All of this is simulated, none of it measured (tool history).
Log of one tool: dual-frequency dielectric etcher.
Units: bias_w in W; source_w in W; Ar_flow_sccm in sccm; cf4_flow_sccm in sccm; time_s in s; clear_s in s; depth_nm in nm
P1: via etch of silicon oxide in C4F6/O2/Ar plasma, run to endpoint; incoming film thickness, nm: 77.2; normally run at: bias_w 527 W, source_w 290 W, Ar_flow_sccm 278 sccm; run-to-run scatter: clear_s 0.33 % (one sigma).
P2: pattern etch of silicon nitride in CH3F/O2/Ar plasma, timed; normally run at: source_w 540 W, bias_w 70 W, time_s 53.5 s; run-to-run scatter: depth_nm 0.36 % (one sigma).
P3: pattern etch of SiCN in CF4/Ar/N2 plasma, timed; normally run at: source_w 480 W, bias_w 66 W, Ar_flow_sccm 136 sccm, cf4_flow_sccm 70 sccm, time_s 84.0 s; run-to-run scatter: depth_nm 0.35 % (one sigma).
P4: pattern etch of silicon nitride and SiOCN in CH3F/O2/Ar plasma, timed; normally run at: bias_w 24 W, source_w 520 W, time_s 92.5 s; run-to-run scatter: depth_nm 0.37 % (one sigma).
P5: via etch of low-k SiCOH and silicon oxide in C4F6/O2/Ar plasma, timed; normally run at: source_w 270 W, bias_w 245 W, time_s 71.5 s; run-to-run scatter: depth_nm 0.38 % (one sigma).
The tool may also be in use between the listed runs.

run,hour,process,bias_w,source_w,Ar_flow_sccm,cf4_flow_sccm,time_s,clear_s,depth_nm
1,4.0,P1,527,290,278,,,19.132,
2,8.4,P3,66,480,136,52,84.0,,67.958
3,13.8,P1,527,380,278,,,17.296,
4,20.6,P2,70,380,,,53.5,,35.880
5,24.5,P3,66,480,136,70,84.0,,71.053
6,31.2,P3,51,480,136,70,84.0,,65.071
7,36.6,P3,66,330,136,70,84.0,,51.454
8,43.3,P1,330,290,202,,,21.915,
9,48.0,P4,24,370,,,92.5,,12.164
10,54.6,P1,527,190,278,,,22.152,
11,61.7,P3,66,480,136,70,114.5,,97.177
# hour 65.6: bias power generator calibrated
12,67.8,P4,24,520,,,132.5,,19.681
13,71.1,P1,527,290,278,,,19.061,
14,74.6,P5,245,370,,,71.5,,214.370
15,80.6,P2,70,540,,,53.5,,41.261
16,88.1,P2,52,540,,,53.5,,37.354
17,94.1,P5,245,270,,,71.5,,191.880
18,101.4,P4,24,520,,,92.5,,13.651
19,108.4,P1,527,290,215,,,18.548,
20,114.2,P1,692,290,278,,,17.193,
21,120.1,P2,70,540,,,38.0,,29.509
22,126.7,P3,66,480,136,70,84.0,,71.354
23,130.2,P5,245,270,,,39.5,,105.040
24,133.5,P1,630,290,374,,,18.456,
25,138.8,P1,527,290,395,,,19.875,
26,145.8,P5,193,270,,,71.5,,176.730
27,149.4,P1,527,290,278,,,19.139,
28,154.4,P4,24,520,,,92.5,,13.691
29,159.8,P1,399,290,278,,,21.213,

Forecast run 30:
30,164.9,P3,66,480,101,70,84.0,,?

depth_nm: 74.676 nm
